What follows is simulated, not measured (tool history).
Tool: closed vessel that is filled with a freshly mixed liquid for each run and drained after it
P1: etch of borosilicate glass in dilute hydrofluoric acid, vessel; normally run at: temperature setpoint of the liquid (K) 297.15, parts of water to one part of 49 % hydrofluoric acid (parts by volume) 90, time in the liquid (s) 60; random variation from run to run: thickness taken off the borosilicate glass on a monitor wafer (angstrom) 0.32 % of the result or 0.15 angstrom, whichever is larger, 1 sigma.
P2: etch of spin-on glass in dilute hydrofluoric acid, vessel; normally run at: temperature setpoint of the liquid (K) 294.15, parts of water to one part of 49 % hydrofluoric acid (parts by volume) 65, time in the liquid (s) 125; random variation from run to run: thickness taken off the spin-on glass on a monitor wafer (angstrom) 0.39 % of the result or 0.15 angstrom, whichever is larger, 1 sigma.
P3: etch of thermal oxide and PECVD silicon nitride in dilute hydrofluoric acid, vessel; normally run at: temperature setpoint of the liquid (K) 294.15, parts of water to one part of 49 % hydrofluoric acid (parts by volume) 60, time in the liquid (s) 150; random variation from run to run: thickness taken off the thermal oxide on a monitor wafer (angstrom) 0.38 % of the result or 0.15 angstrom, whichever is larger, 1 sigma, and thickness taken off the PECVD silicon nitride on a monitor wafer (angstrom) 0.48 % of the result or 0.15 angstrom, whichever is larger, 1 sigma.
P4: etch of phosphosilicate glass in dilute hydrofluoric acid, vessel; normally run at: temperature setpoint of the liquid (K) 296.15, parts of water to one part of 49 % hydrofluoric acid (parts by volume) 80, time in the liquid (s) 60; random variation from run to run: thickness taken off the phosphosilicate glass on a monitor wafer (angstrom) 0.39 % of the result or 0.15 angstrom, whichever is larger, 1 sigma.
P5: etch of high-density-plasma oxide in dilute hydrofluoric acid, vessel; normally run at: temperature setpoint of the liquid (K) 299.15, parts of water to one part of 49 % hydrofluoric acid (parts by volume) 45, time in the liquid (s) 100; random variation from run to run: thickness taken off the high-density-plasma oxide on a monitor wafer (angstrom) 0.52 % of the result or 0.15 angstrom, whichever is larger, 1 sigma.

run	hour	process that ran	temperature setpoint of the liquid (K)	parts of water to one part of 49 % hydrofluoric acid (parts by volume)	time in the liquid (s)	hours since the thermometer was replaced	hours since the hydrofluoric acid flow meter was replaced	thickness taken off the borosilicate glass on a monitor wafer (angstrom)	thickness taken off the thermal oxide on a monitor wafer (angstrom)	thickness taken off the PECVD silicon nitride on a monitor wafer (angstrom)	thickness taken off the phosphosilicate glass on a monitor wafer (angstrom)	thickness taken off the high-density-plasma oxide on a monitor wafer (angstrom)	thickness taken off the spin-on glass on a monitor wafer (angstrom)
1	13.8	P1	297.15	90	60	116.4	596.4	245.66					
2	21.6	P3	294.15	20	150	124.2	604.2		361.220	329.480			
3	28.8	P1	302.15	90	60	131.4	611.4	298.65					
4	34.9	P4	290.15	80	60	137.5	617.5				1135.90		
5	46.6	P1	297.15	90	60	149.2	629.2	245.87					
6	54.1	P5	299.15	60	100	156.7	636.7					209.20	
7	65.6	P1	292.15	90	60	168.2	648.2	199.52					
8	76.9	P5	292.15	45	100	179.5	659.5					213.33	
9	83.5	P2	294.15	65	125	186.1	666.1						535.76
10	95.7	P1	297.15	90	60	198.3	678.3	244.37					
11	107.9	P2	294.15	115	125	210.5	690.5						287.09
12	120.8	P5	299.15	45	100	223.4	703.4					284.51	
13	132.8	P2	294.15	65	125	235.4	715.4						542.58
14	144.8	P1	297.15	30	60	247.4	727.4	795.42					
15	156.0	P1	297.15	90	30	258.6	738.6	123.12					
16	162.8	P4	296.15	80	105	265.4	745.4				2575.80		
17	172.9	P3	294.15	60	150	275.5	755.5		114.490	114.350			
18	179.9	P2	299.15	65	125	282.5	762.5						660.66
19	187.1	P1	297.15	90	110	289.7	769.7	448.56					
20	197.5	P5	299.15	45	100	300.1	780.1					286.40	
21	204.9	P1	297.15	90	60	307.5	787.5	244.40					
22	217.4	P1	297.15	125	60	320.0	800.0	168.41					
23	224.5	P3	298.65	60	150	327.1	807.1		136.890	154.880			
24	233.3	P4	296.15	80	60	335.9	815.9				1464.40		
25	243.7	P4	296.15	130	60	346.3	826.3				855.08		
26	257.2	P1	304.15	55	60	359.8	839.8	553.66					
27	268.4	P5	299.15	45	180	371.0	851.0					513.58	
28	278.3	P2	294.15	65	205	380.9	860.9						891.72
29	285.4	P3	294.15	60	35	388.0	868.0		26.936	26.874			
30	296.9	P1	297.15	90	60	399.5	879.5	245.26					
31	308.1	P1	297.15	90	60	410.7	890.7	252.73					
32	318.1	P1	297.15	90	60	420.7	900.7	256.46					
33	327.6	P1	297.15	90	60	430.2	910.2	260.44					
34	341.0	P1	297.15	90	60	443.6	923.6	263.68					
35	352.7	P1	297.15	90	60	455.3	935.3	263.95					
36	366.0	P1	297.15	90	60	468.6	948.6	263.50					
37	372.9	P1	297.15	90	60	475.5	955.5	264.05					
38	382.9	P1	297.15	90	60	485.5	965.5	263.81					

What P1 gives has crept away from where it was. These 2 causes fit the log equally well, each at the size given:
A: hydrofluoric acid flow above the setpoint (%) = 7.26
B: liquid hotter than its thermometer reads (K) = 1.97
The creep began at about hour 296.9.

4 check runs are offered, one wafer each, their results left as question marks. Which one tells the causes apart?
check 1	392.9	P5	299.15	60	165							?	
check 2	392.9	P4	290.15	80	105						?		
check 3	392.9	P3	294.15	25	35				?	?			
check 4	392.9	P2	294.15	110	125								?

What each check would give under each cause:
check	result	if A	if B
check 1	thickness taken off the high-density-plasma oxide on a monitor wafer (angstrom)	373.50	374.56
check 2	thickness taken off the phosphosilicate glass on a monitor wafer (angstrom)	2168.20	2184.60
check 3	thickness taken off the thermal oxide on a monitor wafer (angstrom)	71.627	72.487
check 3	thickness taken off the PECVD silicon nitride on a monitor wafer (angstrom)	66.659	71.461
check 4	thickness taken off the spin-on glass on a monitor wafer (angstrom)	327.69	327.81
How far apart the two closest causes lie, in the result that separates them most: check 1 0.28 %; check 2 0.76 %; check 3 6.96 %; check 4 0.04 %
Only check 3 tells the causes apart: in the others they would give nearly the same result.

Then check 3 was run and gave: thickness taken off the thermal oxide on a monitor wafer (angstrom) 72.219; thickness taken off the PECVD silicon nitride on a monitor wafer (angstrom) 67.075. Which cause is it?

It is A: hydrofluoric acid flow above the setpoint (%).
